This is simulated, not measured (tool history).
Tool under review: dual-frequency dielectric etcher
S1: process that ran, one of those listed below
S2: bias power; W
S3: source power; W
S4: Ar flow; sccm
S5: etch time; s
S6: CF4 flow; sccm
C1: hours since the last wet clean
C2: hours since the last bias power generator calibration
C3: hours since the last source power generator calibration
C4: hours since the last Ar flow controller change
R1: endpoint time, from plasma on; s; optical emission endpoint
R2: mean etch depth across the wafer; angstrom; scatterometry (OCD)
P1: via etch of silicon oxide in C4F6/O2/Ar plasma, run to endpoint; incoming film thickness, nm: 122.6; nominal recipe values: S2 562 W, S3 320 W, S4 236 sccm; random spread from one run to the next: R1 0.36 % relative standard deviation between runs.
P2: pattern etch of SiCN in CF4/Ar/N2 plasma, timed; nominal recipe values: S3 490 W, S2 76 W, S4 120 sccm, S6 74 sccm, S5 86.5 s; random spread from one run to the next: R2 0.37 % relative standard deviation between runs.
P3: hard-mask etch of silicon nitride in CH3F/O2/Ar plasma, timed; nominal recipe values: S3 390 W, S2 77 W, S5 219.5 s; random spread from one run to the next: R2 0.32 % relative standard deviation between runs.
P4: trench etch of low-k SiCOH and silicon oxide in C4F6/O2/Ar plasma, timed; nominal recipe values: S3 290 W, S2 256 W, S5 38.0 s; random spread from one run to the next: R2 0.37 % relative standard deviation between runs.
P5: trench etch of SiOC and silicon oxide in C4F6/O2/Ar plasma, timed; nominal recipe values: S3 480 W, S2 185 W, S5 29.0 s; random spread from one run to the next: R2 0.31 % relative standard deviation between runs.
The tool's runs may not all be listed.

| run | hour | S1 | S2 | S3 | S4 | S5 | S6 | C1 | C2 | C3 | C4 | R1 | R2 |
|---|---|---|---|---|---|---|---|---|---|---|---|---|---|
| 1 | 10.5 | P1 | 562 | 320 | 236 |  |  | 243.3 | 1780.6 | 856.8 | 2850.9 | 27.107 |  |
| 2 | 21.4 | P4 | 256 | 290 |  | 38.0 |  | 254.2 | 1791.5 | 867.7 | 2861.8 |  | 1183.70 |
| 3 | 28.1 | P2 | 76 | 490 | 120 | 86.5 | 74 | 260.9 | 1798.2 | 874.4 | 2868.5 |  | 809.97 |
| 4 | 37.3 | P5 | 185 | 480 |  | 29.0 |  | 270.1 | 1807.4 | 883.6 | 2877.7 |  | 624.18 |
| 5 | 44.9 | P1 | 562 | 420 | 236 |  |  | 277.7 | 1815.0 | 891.2 | 2885.3 | 24.652 |  |
| 6 | 53.3 | P5 | 185 | 480 |  | 17.0 |  | 286.1 | 1823.4 | 899.6 | 2893.7 |  | 363.59 |
| 7 | 63.8 | P2 | 76 | 490 | 120 | 86.5 | 45 | 296.6 | 1833.9 | 910.1 | 2904.2 |  | 751.38 |
| 8 | 71.7 | P1 | 763 | 320 | 236 |  |  | 304.5 | 1841.8 | 918.0 | 2912.1 | 24.125 |  |
| 9 | 83.3 | P5 | 185 | 370 |  | 29.0 |  | 316.1 | 1853.4 | 929.6 | 2923.7 |  | 564.24 |
| 10 | 94.0 | P1 | 562 | 320 | 316 |  |  | 326.8 | 1864.1 | 940.3 | 2934.4 | 28.162 |  |
| 11 | 102.5 | P5 | 185 | 480 |  | 29.0 |  | 335.3 | 1872.6 | 948.8 | 2942.9 |  | 624.56 |
| 12 | 111.9 | P3 | 77 | 390 |  | 219.5 |  | 344.7 | 1882.0 | 958.2 | 2952.3 |  | 1538.40 |
| 13 | 120.9 | P4 | 351 | 290 |  | 38.0 |  | 353.7 | 1891.0 | 967.2 | 2961.3 |  | 1320.80 |
| 14 | 127.2 | P4 | 256 | 240 |  | 38.0 |  | 360.0 | 1897.3 | 973.5 | 2967.6 |  | 1098.60 |
| 15 | 135.7 | P3 | 77 | 230 |  | 219.5 |  | 368.5 | 1905.8 | 982.0 | 2976.1 |  | 1264.50 |
|  | 139.9 | Ar flow controller replaced |
| 16 | 147.7 | P2 | 76 | 490 | 120 | 86.5 | 74 | 380.5 | 1917.8 | 994.0 | 7.8 |  | 810.82 |
| 17 | 157.5 | P1 | 562 | 320 | 139 |  |  | 390.3 | 1927.6 | 1003.8 | 17.6 | 25.749 |  |
| 18 | 165.4 | P1 | 350 | 320 | 236 |  |  | 398.2 | 1935.5 | 1011.7 | 25.5 | 32.514 |  |
|  | 174.3 | wet clean of the chamber |
| 19 | 177.0 | P2 | 76 | 640 | 120 | 86.5 | 74 | 2.8 | 1947.1 | 1023.3 | 37.1 |  | 1023.10 |
| 20 | 185.8 | P4 | 256 | 290 |  | 23.0 |  | 11.6 | 1955.9 | 1032.1 | 45.9 |  | 715.17 |
| 21 | 193.4 | P2 | 76 | 490 | 153 | 86.5 | 74 | 19.2 | 1963.5 | 1039.7 | 53.5 |  | 790.80 |
| 22 | 199.8 | P1 | 562 | 320 | 236 |  |  | 25.6 | 1969.9 | 1046.1 | 59.9 | 27.223 |  |

For run 23, what comes out?
| 23 | 205.6 | P2 | 106 | 490 | 120 | 86.5 | 74 | 31.4 | 1975.7 | 1051.9 | 65.7 |  | ? |

Run 23 yielded R2 913.63 angstrom.
